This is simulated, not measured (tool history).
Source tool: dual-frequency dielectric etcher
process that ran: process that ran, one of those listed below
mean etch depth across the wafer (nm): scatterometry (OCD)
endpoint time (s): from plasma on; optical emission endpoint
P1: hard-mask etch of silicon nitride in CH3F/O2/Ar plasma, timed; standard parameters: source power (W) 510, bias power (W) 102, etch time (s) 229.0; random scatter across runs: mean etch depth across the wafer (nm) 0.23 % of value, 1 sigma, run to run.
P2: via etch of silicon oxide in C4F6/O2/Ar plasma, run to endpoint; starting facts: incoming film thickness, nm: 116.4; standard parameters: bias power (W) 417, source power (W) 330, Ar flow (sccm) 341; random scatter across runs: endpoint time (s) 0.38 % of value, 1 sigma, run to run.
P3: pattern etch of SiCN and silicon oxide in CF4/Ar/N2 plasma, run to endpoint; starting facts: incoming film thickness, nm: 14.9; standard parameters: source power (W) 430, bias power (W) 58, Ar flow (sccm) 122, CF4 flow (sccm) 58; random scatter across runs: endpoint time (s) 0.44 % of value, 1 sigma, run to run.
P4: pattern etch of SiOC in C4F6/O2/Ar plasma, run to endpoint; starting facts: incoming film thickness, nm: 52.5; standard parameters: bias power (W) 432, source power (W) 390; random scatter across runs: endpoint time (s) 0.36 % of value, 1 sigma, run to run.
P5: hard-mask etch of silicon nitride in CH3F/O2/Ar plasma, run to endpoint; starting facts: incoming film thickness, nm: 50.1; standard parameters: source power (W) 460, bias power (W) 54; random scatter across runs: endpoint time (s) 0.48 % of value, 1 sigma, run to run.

run	hour	process that ran	source power (W)	bias power (W)	etch time (s)	Ar flow (sccm)	CF4 flow (sccm)	hours since the last wet clean	hours since the last source power generator calibration	hours since the last bias power generator calibration	mean etch depth across the wafer (nm)	endpoint time (s)
1	3.5	P1	510	102	229.0			381.4	2455.7	635.8	199.51	
2	7.0	P1	320	102	229.0			384.9	2459.2	639.3	167.63	
3	11.3	P1	510	102	229.0			389.2	2463.5	643.6	199.96	
4	14.2	P3	300	58		122	58	392.1	2466.4	646.5		27.532
5	20.3	P1	510	102	229.0			398.2	2472.5	652.6	199.44	
6	25.5	P5	460	54				403.4	2477.7	657.8		77.024
7	31.2	P5	460	54				409.1	2483.4	663.5		76.639
8	34.3	P2	330	417		341		412.2	2486.5	666.6		30.416
9	39.0	P3	430	58		122	44	416.9	2491.2	671.3		21.224
10	44.7	P1	510	102	229.0			422.6	2496.9	677.0	199.20	
11	49.7	P4	390	529				427.6	2501.9	682.0		16.800
12	54.9	P2	330	287		341		432.8	2507.1	687.2		34.628
13	60.6	P1	510	140	229.0			438.5	2512.8	692.9	224.53	
14	65.5	P2	330	417		267		443.4	2517.7	697.8		29.656
15	70.6	P1	510	63	229.0			448.5	2522.8	702.9	168.85	
16	74.8	P1	510	102	229.0			452.7	2527.0	707.1	199.10	
17	79.9	P2	410	417		341		457.8	2532.1	712.2		28.316
18	82.6	P1	510	102	337.5			460.5	2534.8	714.9	293.16	
19	88.7	P1	510	102	133.0			466.6	2540.9	721.0	116.04	
20	94.1	P3	430	58		122	58	472.0	2546.3	726.4		20.064
# hour 97.2: wet clean of the chamber
21	98.6	P3	430	58		122	58	1.5	2550.8	730.9		20.141
22	103.9	P2	330	417		341		6.8	2556.1	736.2		30.390
23	108.9	P1	640	102	166.5			11.8	2561.1	741.2	158.13	
24	114.5	P4	250	432				17.4	2566.7	746.8		21.437
25	120.0	P4	390	432				22.9	2572.2	752.3		18.156
26	123.9	P5	660	54				26.8	2576.1	756.2		66.887
27	127.9	P4	390	432				30.8	2580.1	760.2		18.173
28	130.6	P1	510	102	229.0			33.5	2582.8	762.9	199.87	
29	133.9	P3	430	38		122	58	36.8	2586.1	766.2		23.089
30	138.2	P3	430	58		84	58	41.1	2590.4	770.5		18.806
31	140.8	P1	710	102	146.0			43.7	2593.0	773.1	144.24	
32	146.8	P5	460	44				49.7	2599.0	779.1		81.487

Run 33 is up next; what results do you expect?
33	151.9	P1	710	140	229.0			54.8	2604.1	784.2	?	

{"run 33": {"mean etch depth across the wafer (nm)": 254.21}}
